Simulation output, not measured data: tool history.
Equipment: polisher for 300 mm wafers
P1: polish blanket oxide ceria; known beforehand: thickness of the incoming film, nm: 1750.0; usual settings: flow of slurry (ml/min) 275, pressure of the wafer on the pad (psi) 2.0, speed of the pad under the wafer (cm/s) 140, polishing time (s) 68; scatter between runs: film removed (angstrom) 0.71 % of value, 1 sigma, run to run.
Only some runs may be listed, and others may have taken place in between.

run   hour  flow of slurry (ml/min)  pressure of the wafer on the pad (psi)  speed of the pad under the wafer (cm/s)  polishing time (s)  film removed (angstrom)
  1    6.8                      275                                     2.0                                      140                  68                   2593.9
  2   12.4                      360                                     2.6                                      140                  68                   3536.5
  3   21.6                      395                                     2.0                                      140                  68                   2711.1
  4   29.1                      275                                     0.9                                      140                  68                   1187.9
  5   40.8                      165                                     2.0                                      140                  68                   2492.3
  6   52.9                      275                                     2.0                                       64                  68                   1195.4
  7   58.2                      275                                     2.5                                      140                  68                   3269.1
  8   63.6                      275                                     2.0                                      140                  68                   2630.3
      66.3  -- slurry nozzle cleaned
  9   74.4                      275                                     2.0                                      140                  68                   2641.1
 10   83.7                      275                                     2.6                                      174                  68                   4282.0
 11   91.1                      275                                     2.0                                      140                 108                   4166.4
 12   99.6                      275                                     2.0                                      140                  68                   2621.4
 13  111.7                      275                                     2.0                                      140                  31                   1186.3
 14  121.1                      275                                     2.0                                      140                  68                   2619.0
 15  133.2                      275                                     2.0                                      186                  68                   3528.3
 16  141.8                      275                                     2.0                                      140                  68                   2621.4
 17  150.4                      275                                     2.0                                      140                  68                   2569.5
 18  160.9                      275                                     2.0                                      140                  68                   2527.3
 19  167.4                      275                                     2.0                                      140                  68                   2522.1
 20  173.8                      275                                     2.0                                      140                  68                   2485.0
 21  180.1                      275                                     2.0                                      140                  68                   2517.4

For run 22, what comes out?
     183.8  -- head pressure recalibrated
 22  190.4                      275                                     2.0                                      140                  68                        ?

film removed (angstrom): 2489.2
